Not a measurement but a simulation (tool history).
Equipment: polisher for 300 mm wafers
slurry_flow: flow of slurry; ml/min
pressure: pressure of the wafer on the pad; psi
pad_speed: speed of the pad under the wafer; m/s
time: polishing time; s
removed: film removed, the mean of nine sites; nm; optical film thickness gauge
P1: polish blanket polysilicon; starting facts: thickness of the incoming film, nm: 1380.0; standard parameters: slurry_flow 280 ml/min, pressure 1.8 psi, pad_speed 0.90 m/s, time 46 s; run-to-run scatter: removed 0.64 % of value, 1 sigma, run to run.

run	hour	slurry_flow	pressure	pad_speed	time	removed
1	3.5	280	1.8	0.90	46	226.75
2	7.3	170	1.8	0.90	46	212.81
3	10.2	280	1.8	0.90	46	226.01
4	12.2	280	1.8	0.90	23	112.56
5	14.7	280	1.8	0.90	46	225.42
6	17.3	280	1.2	0.90	46	150.54
7	20.2	280	1.8	0.90	46	225.10
8	23.3	280	1.8	0.90	46	223.15
9	27.1	280	1.8	0.90	46	224.52
10	29.8	280	1.8	1.36	46	340.19
11	33.6	280	1.8	0.90	46	225.43
# hour 35.6: head pressure recalibrated
12	37.4	280	1.8	0.90	70	338.79
13	39.7	280	1.8	0.58	46	146.10
14	43.4	440	1.8	0.90	46	233.35
15	45.5	280	2.7	0.90	46	339.19
16	49.0	280	1.8	1.12	29	176.79
17	53.2	280	1.8	0.90	46	225.63
18	55.8	280	1.8	0.90	46	222.86
19	58.2	280	1.8	0.90	46	221.84
20	60.3	280	1.8	0.90	46	216.97
21	63.7	280	1.8	0.90	46	216.42
# hour 64.6: head pressure recalibrated
22	66.0	280	1.8	0.90	46	215.65
23	69.7	280	1.8	0.90	46	213.62
24	73.7	280	1.8	0.90	46	215.83
25	76.2	280	1.8	0.90	46	214.72

The log shows P1 creeping away from where it was. Any of the 2 causes listed here, at the size stated for it, fits the log just as well as the others:
A: slurry flow missing at the pad, % = 30.8
B: removal rate lost through wear of the pad, % = 4.12
The gradual shift began around hour 53.2.
Every other cause this tool's parts could produce, and why it does not fit the log:
head's pressure below its setpoint, %: was serviced at hour 64.6, once the creep was under way, yet the earlier output never came back

Consider the 4 check runs below, whose results appear as question marks and each of which averages 5 wafers. Which one distinguishes the causes, in that each cause would give it a clearly different result?
check 1	78.7	280	1.8	1.10	46	?
check 2	78.7	280	1.8	0.90	36	?
check 3	78.7	180	1.8	0.90	46	?
check 4	78.7	280	1.8	1.14	46	?

Expected result of each check under each candidate cause:
check	result	if A	if B
check 1	removed	263.54	263.53
check 2	removed	168.75	168.74
check 3	removed	200.27	204.62
check 4	removed	273.12	273.11
Per-check spread between the two closest causes, in the result where they differ most: check 1 0 %; check 2 0 %; check 3 2.15 %; check 4 0 %
The causes can be told apart only by check 3. The other checks would give nearly the same results under each of them.

Check 3 was then run and gave: removed 203.65 nm. Which cause is it?

The correct cause is B, namely: removal rate lost through wear of the pad, %.
